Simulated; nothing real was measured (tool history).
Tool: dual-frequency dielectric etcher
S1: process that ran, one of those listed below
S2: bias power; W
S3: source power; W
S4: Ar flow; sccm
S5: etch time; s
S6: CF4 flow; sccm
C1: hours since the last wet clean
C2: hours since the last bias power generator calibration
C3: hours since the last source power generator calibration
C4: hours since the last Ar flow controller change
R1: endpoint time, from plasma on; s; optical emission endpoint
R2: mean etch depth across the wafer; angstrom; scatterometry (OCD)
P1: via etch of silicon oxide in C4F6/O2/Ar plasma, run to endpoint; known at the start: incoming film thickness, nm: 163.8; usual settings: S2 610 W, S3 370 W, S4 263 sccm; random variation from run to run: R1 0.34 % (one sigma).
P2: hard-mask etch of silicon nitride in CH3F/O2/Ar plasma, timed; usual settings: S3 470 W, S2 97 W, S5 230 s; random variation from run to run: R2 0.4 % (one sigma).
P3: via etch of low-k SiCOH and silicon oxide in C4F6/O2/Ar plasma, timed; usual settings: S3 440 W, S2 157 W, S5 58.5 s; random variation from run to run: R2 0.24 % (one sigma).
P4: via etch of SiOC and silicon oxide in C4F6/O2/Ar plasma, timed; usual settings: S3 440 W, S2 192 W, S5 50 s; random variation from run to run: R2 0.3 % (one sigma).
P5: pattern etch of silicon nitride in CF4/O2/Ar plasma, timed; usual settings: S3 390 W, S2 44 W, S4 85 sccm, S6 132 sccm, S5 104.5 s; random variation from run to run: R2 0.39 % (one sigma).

run	hour	S1	S2	S3	S4	S5	S6	C1	C2	C3	C4	R1	R2
1	6.7	P1	610	370	263			389.9	481.5	1318.3	1831.9	34.487	
2	13.1	P3	216	440		58.5		396.3	487.9	1324.7	1838.3		1645.3
3	20.5	P4	192	440		34.5		403.7	495.3	1332.1	1845.7		426.95
4	27	P4	124	440		50		410.2	501.8	1338.6	1852.2		540.4
5	39.8	P5	44	390	85	104.5	132	423	514.6	1351.4	1865		1603.5
6	48.3	P5	53	390	85	104.5	132	431.5	523.1	1359.9	1873.5		1715.7
7	58.4	P5	44	390	85	104.5	83	441.6	533.2	1370	1883.6		1509.9
8	65.3	P2	136	470		230		448.5	540.1	1376.9	1890.5		2106.3
9	79.7	P2	97	470		230		462.9	554.5	1391.3	1904.9		1881.5
10	86	P5	44	390	85	66.5	132	469.2	560.8	1397.6	1911.2		1023.1
11	93.1	P3	157	440		58.5		476.3	567.9	1404.7	1918.3		1489.5
12	106.3	P4	192	440		50		489.5	581.1	1417.9	1931.5		617.61
13	115.4	P1	610	240	329			498.6	590.2	1427	1940.6	41.376	
14	128	P1	610	370	263			511.2	602.8	1439.6	1953.2	34.673	
15	142	P1	769	370	263			525.2	616.8	1453.6	1967.2	31.724	
16	149.5	P4	192	440		50		532.7	624.3	1461.1	1974.7		614.95
17	158.8	P1	731	510	263			542	633.6	1470.4	1984	28.734	
18	168.4	P2	97	470		126.5		551.6	643.2	1480	1993.6		1031.6
19	176.3	P3	157	260		58.5		559.5	651.1	1487.9	2001.5		1211.8
20	187.9	P5	44	240	85	104.5	132	571.1	662.7	1499.5	2013.1		1047.2
21	196.1	P1	610	370	263			579.3	670.9	1507.7	2021.3	34.618	
22	205.1	P3	157	440		58.5		588.3	679.9	1516.7	2030.3		1486.3
23	213.7	P1	610	370	263			596.9	688.5	1525.3	2038.9	34.658	
24	223.6	P1	610	230	263			606.8	698.4	1535.2	2048.8	41.15	
25	231.2	P3	157	440		39		614.4	706	1542.8	2056.4		992.4
26	241.1	P4	192	600		50		624.3	715.9	1552.7	2066.3		699.41
27	251.3	P1	410	370	263			634.5	726.1	1562.9	2076.5	40.175	
28	265.1	P1	610	370	175			648.3	739.9	1576.7	2090.3	33.111	
29	275.9	P5	44	390	60	104.5	132	659.1	750.7	1587.5	2101.1		1660.2
30	290.3	P1	610	370	322			673.5	765.1	1601.9	2115.5	35.137	
31	301.3	P2	97	660		230		684.5	776.1	1612.9	2126.5		2131.8
32	308.3	P1	610	460	263			691.5	783.1	1619.9	2133.5	31.86	
33	315.5	P5	44	390	85	104.5	132	698.7	790.3	1627.1	2140.7		1612.4
34	322	P1	610	370	263			705.2	796.8	1633.6	2147.2	34.802	
35	331.4	P1	610	370	263			714.6	806.2	1643	2156.6	34.377	
36	339	P1	610	370	263			722.2	813.8	1650.6	2164.2	34.339	
37	352.2	P1	610	370	263			735.4	827	1663.8	2177.4	34.275	
38	361.5	P1	610	370	263			744.7	836.3	1673.1	2186.7	34.155	
39	372.2	P1	610	370	263			755.4	847	1683.8	2197.4	34.049	
40	381.7	P1	610	370	263			764.9	856.5	1693.3	2206.9	34.033	
# hour 388.2: wet clean of the chamber
# hour 394.3: Ar flow controller replaced
41	395.3	P1	610	370	263			7.1	870.1	1706.9	1.1	34.372	
42	402.2	P1	610	370	263			14	877	1713.8	8	34.267	
43	414.8	P1	610	370	263			26.6	889.6	1726.4	20.6	34.103	
44	426.2	P1	610	370	263			38	901	1737.8	32	34.072	
45	438.4	P1	610	370	263			50.2	913.2	1750	44.2	34.216	

What P1 gives has crept away from where it was. These 2 causes fit the log equally well, each at the size given:
A: source power that arrives over what is set, % = 4.75
B: bias power that arrives over what is set, % = 4.48
The creep began at about hour 322.
Why every other cause is out:
chamber walls in a state that raises the etch rate, %: serviced at hour 388.2, which brought nothing back
Ar flow that arrives under what is set, %: serviced at hour 394.3, which brought nothing back

4 check runs are offered, each on 2 wafers whose results are averaged, their results left as question marks. Which one tells the causes apart?
check 1	450.6	P2	97	650		230							?
check 2	450.6	P3	215	440		58.5							?
check 3	450.6	P5	44	300	70	104.5	132						?
check 4	450.6	P4	192	560		50							?

What each check would give under each cause:
check	result	if A	if B
check 1	R2	2154.3	2150.1
check 2	R2	1672.7	1666.7
check 3	R2	1354	1320.3
check 4	R2	692.28	689.5
How far apart the two closest causes lie, in the result that separates them most: check 1 0.19 %; check 2 0.36 %; check 3 2.52 %; check 4 0.4 %
Check 3 tells the causes apart: in the others they would give nearly the same result.

Then check 3 was run and gave: R2 1352.9 angstrom. Which cause is it?

It is A: source power that arrives over what is set, %.
